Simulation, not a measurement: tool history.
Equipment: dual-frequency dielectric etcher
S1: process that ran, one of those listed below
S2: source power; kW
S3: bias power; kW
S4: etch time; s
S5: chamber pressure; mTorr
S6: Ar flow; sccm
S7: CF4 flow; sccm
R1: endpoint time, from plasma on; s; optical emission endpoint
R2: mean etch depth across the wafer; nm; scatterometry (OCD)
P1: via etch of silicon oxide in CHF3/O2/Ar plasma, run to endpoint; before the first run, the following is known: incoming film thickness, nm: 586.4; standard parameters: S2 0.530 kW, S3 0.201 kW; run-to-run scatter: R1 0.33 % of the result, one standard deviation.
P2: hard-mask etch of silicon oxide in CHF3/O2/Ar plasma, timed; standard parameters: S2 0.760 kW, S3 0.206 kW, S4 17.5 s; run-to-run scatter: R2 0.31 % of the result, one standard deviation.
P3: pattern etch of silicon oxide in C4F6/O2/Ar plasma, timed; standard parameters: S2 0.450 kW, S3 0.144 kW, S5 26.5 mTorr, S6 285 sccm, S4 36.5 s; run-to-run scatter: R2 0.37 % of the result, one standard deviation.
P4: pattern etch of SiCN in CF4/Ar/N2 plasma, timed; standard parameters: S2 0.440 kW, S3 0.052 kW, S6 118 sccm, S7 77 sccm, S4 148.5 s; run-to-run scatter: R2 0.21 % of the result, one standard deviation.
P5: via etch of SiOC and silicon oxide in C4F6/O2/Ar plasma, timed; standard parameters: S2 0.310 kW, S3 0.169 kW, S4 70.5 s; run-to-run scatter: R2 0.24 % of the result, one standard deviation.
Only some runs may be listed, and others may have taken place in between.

run,day,S1,S2,S3,S4,S5,S6,S7,R1,R2
1,0.692,P1,0.530,0.201,,,,,287.20,
2,1.250,P1,0.530,0.273,,,,,257.68,
3,1.733,P5,0.310,0.169,70.5,,,,,68.358
4,2.200,P2,0.920,0.206,17.5,,,,,42.224
5,2.812,P3,0.450,0.144,36.5,26.5,285,,,116.770
6,3.146,P3,0.450,0.144,36.5,34.0,285,,,112.690
7,3.650,P2,0.760,0.206,17.5,,,,,39.199
8,4.358,P1,0.410,0.201,,,,,317.42,
9,4.821,P1,0.530,0.201,,,,,286.44,
10,5.279,P3,0.450,0.144,47.5,26.5,285,,,150.180
# day 5.508: source power generator calibrated
11,5.912,P1,0.620,0.125,,,,,314.28,
12,6.621,P1,0.530,0.201,,,,,288.25,
13,7.075,P5,0.310,0.233,70.5,,,,,76.322
14,7.675,P4,0.440,0.068,148.5,,118,77,,122.180
15,7.988,P2,0.760,0.262,17.5,,,,,42.751
16,8.550,P4,0.280,0.052,148.5,,118,77,,74.930
17,9.254,P1,0.530,0.201,,,,,286.85,
18,9.862,P1,0.660,0.167,,,,,281.24,
19,10.183,P4,0.440,0.052,107.5,,118,77,,81.099
20,10.775,P4,0.440,0.052,148.5,,161,77,,105.800
21,11.496,P3,0.600,0.144,36.5,26.5,285,,,129.960
22,12.067,P5,0.310,0.169,42.5,,,,,41.170
23,12.446,P2,0.760,0.206,21.5,,,,,48.441

Run 24, settings as shown, results not yet in. Your forecast:
24,13.042,P2,0.760,0.206,17.5,,,,,?

R2: 39.172 nm
